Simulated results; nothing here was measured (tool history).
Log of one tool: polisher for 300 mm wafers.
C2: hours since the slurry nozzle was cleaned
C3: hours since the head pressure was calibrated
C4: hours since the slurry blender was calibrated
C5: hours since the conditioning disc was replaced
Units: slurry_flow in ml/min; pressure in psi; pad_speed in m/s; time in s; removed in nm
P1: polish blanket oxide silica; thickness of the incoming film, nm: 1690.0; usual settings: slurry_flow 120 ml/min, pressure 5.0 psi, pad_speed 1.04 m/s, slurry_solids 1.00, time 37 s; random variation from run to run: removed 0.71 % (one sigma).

{"run": 1, "hour": 3.1, "slurry_flow": 120, "pressure": 5.0, "pad_speed": 1.04, "slurry_solids": 1.0, "time": 37, "wafers polished on this pad": 138, "C2": 71.4, "C3": 313.2, "C4": 124.3, "C5": 112.4, "removed": 117.07}
{"run": 2, "hour": 7.2, "slurry_flow": 120, "pressure": 5.0, "pad_speed": 1.04, "slurry_solids": 1.4, "time": 37, "wafers polished on this pad": 173, "C2": 75.5, "C3": 317.3, "C4": 128.4, "C5": 116.5, "removed": 136.38}
{"run": 3, "hour": 11.2, "slurry_flow": 70, "pressure": 5.0, "pad_speed": 1.04, "slurry_solids": 1.0, "time": 55, "wafers polished on this pad": 207, "C2": 79.5, "C3": 321.3, "C4": 132.4, "C5": 120.5, "removed": 151.63}
{"run": 4, "hour": 13.5, "slurry_flow": 120, "pressure": 5.0, "pad_speed": 1.04, "slurry_solids": 1.0, "time": 37, "wafers polished on this pad": 227, "C2": 81.8, "C3": 323.6, "C4": 134.7, "C5": 122.8, "removed": 118.86}
{"hour": 15.6, "done": "conditioning disc replaced and pad reconditioned"}
{"run": 5, "hour": 16.9, "slurry_flow": 120, "pressure": 5.0, "pad_speed": 1.6, "slurry_solids": 1.0, "time": 37, "wafers polished on this pad": 256, "C2": 85.2, "C3": 327.0, "C4": 138.1, "C5": 1.3, "removed": 167.9}
{"run": 6, "hour": 21.2, "slurry_flow": 120, "pressure": 7.7, "pad_speed": 1.04, "slurry_solids": 1.0, "time": 37, "wafers polished on this pad": 293, "C2": 89.5, "C3": 331.3, "C4": 142.4, "C5": 5.6, "removed": 182.61}
{"run": 7, "hour": 25.5, "slurry_flow": 120, "pressure": 5.0, "pad_speed": 1.04, "slurry_solids": 0.5, "time": 37, "wafers polished on this pad": 330, "C2": 93.8, "C3": 335.6, "C4": 146.7, "C5": 9.9, "removed": 81.684}
{"run": 8, "hour": 28.5, "slurry_flow": 180, "pressure": 5.0, "pad_speed": 0.72, "slurry_solids": 1.0, "time": 37, "wafers polished on this pad": 356, "C2": 96.8, "C3": 338.6, "C4": 149.7, "C5": 12.9, "removed": 94.357}
{"run": 9, "hour": 31.8, "slurry_flow": 120, "pressure": 2.2, "pad_speed": 1.04, "slurry_solids": 1.0, "time": 37, "wafers polished on this pad": 384, "C2": 100.1, "C3": 341.9, "C4": 153.0, "C5": 16.2, "removed": 52.27}
{"run": 10, "hour": 35.7, "slurry_flow": 120, "pressure": 5.0, "pad_speed": 1.04, "slurry_solids": 1.0, "time": 37, "wafers polished on this pad": 417, "C2": 104.0, "C3": 345.8, "C4": 156.9, "C5": 20.1, "removed": 120.36}
{"hour": 37.1, "done": "slurry blender recalibrated"}
{"run": 11, "hour": 39.3, "slurry_flow": 120, "pressure": 5.0, "pad_speed": 1.04, "slurry_solids": 1.0, "time": 37, "wafers polished on this pad": 448, "C2": 107.6, "C3": 349.4, "C4": 2.2, "C5": 23.7, "removed": 118.75}
{"run": 12, "hour": 41.2, "slurry_flow": 180, "pressure": 5.0, "pad_speed": 1.04, "slurry_solids": 1.0, "time": 37, "wafers polished on this pad": 464, "C2": 109.5, "C3": 351.3, "C4": 4.1, "C5": 25.6, "removed": 127.07}
{"run": 13, "hour": 45.6, "slurry_flow": 120, "pressure": 5.0, "pad_speed": 1.04, "slurry_solids": 0.65, "time": 47, "wafers polished on this pad": 502, "C2": 113.9, "C3": 355.7, "C4": 8.5, "C5": 30.0, "removed": 120.47}
{"hour": 47.2, "done": "worn pad replaced by a new one"}
{"run": 14, "hour": 47.6, "slurry_flow": 120, "pressure": 5.0, "pad_speed": 1.04, "slurry_solids": 1.0, "time": 23, "wafers polished on this pad": 3, "C2": 115.9, "C3": 357.7, "C4": 10.5, "C5": 32.0, "removed": 74.561}
{"run": 15, "hour": 51.6, "slurry_flow": 120, "pressure": 5.0, "pad_speed": 0.5, "slurry_solids": 1.0, "time": 37, "wafers polished on this pad": 38, "C2": 119.9, "C3": 361.7, "C4": 14.5, "C5": 36.0, "removed": 65.734}
{"run": 16, "hour": 55.0, "slurry_flow": 120, "pressure": 5.0, "pad_speed": 1.04, "slurry_solids": 1.0, "time": 37, "wafers polished on this pad": 67, "C2": 123.3, "C3": 365.1, "C4": 17.9, "C5": 39.4, "removed": 117.56}
{"run": 17, "hour": 57.5, "slurry_flow": 120, "pressure": 5.0, "pad_speed": 1.04, "slurry_solids": 1.0, "time": 51, "wafers polished on this pad": 88, "C2": 125.8, "C3": 367.6, "C4": 20.4, "C5": 41.9, "removed": 161.92}
{"run": 18, "hour": 60.7, "slurry_flow": 120, "pressure": 5.0, "pad_speed": 1.04, "slurry_solids": 1.0, "time": 37, "wafers polished on this pad": 116, "C2": 129.0, "C3": 370.8, "C4": 23.6, "C5": 45.1, "removed": 119.09}
{"run": 19, "hour": 63.1, "slurry_flow": 85, "pressure": 5.0, "pad_speed": 1.04, "slurry_solids": 1.0, "time": 37, "wafers polished on this pad": 136, "C2": 131.4, "C3": 373.2, "C4": 26.0, "C5": 47.5, "removed": 108.61}
{"run": 20, "hour": 66.7, "slurry_flow": 120, "pressure": 5.0, "pad_speed": 1.04, "slurry_solids": 1.0, "time": 37, "wafers polished on this pad": 167, "C2": 135.0, "C3": 376.8, "C4": 29.6, "C5": 51.1, "removed": 119.4}
{"run": 21, "hour": 69.4, "slurry_flow": 120, "pressure": 5.0, "pad_speed": 1.04, "slurry_solids": 1.0, "time": 37, "wafers polished on this pad": 190, "C2": 137.7, "C3": 379.5, "C4": 32.3, "C5": 53.8, "removed": 113.74}
{"run": 22, "hour": 73.1, "slurry_flow": 120, "pressure": 5.0, "pad_speed": 1.04, "slurry_solids": 1.0, "time": 37, "wafers polished on this pad": 222, "C2": 141.4, "C3": 383.2, "C4": 36.0, "C5": 57.5, "removed": 111.28}
{"hour": 73.9, "done": "conditioning disc replaced and pad reconditioned"}
{"run": 23, "hour": 77.1, "slurry_flow": 120, "pressure": 5.0, "pad_speed": 1.04, "slurry_solids": 1.0, "time": 37, "wafers polished on this pad": 256, "C2": 145.4, "C3": 387.2, "C4": 40.0, "C5": 3.2, "removed": 108.29}
{"hour": 78.5, "done": "slurry nozzle cleaned"}
{"run": 24, "hour": 79.1, "slurry_flow": 120, "pressure": 5.0, "pad_speed": 1.04, "slurry_solids": 1.0, "time": 37, "wafers polished on this pad": 273, "C2": 0.6, "C3": 389.2, "C4": 42.0, "C5": 5.2, "removed": 108.52}
{"hour": 80.4, "done": "worn pad replaced by a new one"}
{"run": 25, "hour": 83.0, "slurry_flow": 120, "pressure": 5.0, "pad_speed": 1.04, "slurry_solids": 1.0, "time": 37, "wafers polished on this pad": 22, "C2": 4.5, "C3": 393.1, "C4": 45.9, "C5": 9.1, "removed": 107.36}
{"run": 26, "hour": 85.0, "slurry_flow": 120, "pressure": 5.0, "pad_speed": 1.04, "slurry_solids": 1.0, "time": 37, "wafers polished on this pad": 39, "C2": 6.5, "C3": 395.1, "C4": 47.9, "C5": 11.1, "removed": 108.8}

What P1 gives has crept away from where it was. These 2 causes fit the log equally well, each at the size given:
A: head's pressure below its setpoint, % = 9.15
B: abrasive missing from the slurry, % = 18.1
The creep began at about hour 66.7.
Why every other cause is out:
removal rate lost through wear of the pad, %: serviced at hour 80.4, which brought nothing back
slurry flow missing at the pad, %: serviced at hour 78.5, which brought nothing back
time polished since the conditioner stopped cutting, s: serviced at hour 73.9, which brought nothing back

4 check runs are offered, each on 5 wafers whose results are averaged, their results left as question marks. Which one tells the causes apart?
{"run": "check 1", "hour": 87.0, "slurry_flow": 95, "pressure": 5.0, "pad_speed": 1.48, "slurry_solids": 1.0, "time": 37, "removed": "?"}
{"run": "check 2", "hour": 87.0, "slurry_flow": 120, "pressure": 5.0, "pad_speed": 1.04, "slurry_solids": 0.6, "time": 37, "removed": "?"}
{"run": "check 3", "hour": 87.0, "slurry_flow": 120, "pressure": 5.0, "pad_speed": 1.56, "slurry_solids": 1.0, "time": 37, "removed": "?"}
{"run": "check 4", "hour": 87.0, "slurry_flow": 120, "pressure": 5.0, "pad_speed": 0.5, "slurry_solids": 1.0, "time": 37, "removed": "?"}

What each check would give under each cause:
check=check_1 result=removed if_A=135.790 if_B=135.820
check=check_2 result=removed if_A=83.000 if_B=80.957
check=check_3 result=removed if_A=149.590 if_B=149.630
check=check_4 result=removed if_A=60.198 if_B=60.212
How far apart the two closest causes lie, in the result that separates them most: check 1 0.02 %; check 2 2.49 %; check 3 0.02 %; check 4 0.02 %
Check 2 tells the causes apart: in the others they would give nearly the same result.

Then check 2 was run and gave: removed 83.002 nm. Which cause is it?

It is A: head's pressure below its setpoint, %.

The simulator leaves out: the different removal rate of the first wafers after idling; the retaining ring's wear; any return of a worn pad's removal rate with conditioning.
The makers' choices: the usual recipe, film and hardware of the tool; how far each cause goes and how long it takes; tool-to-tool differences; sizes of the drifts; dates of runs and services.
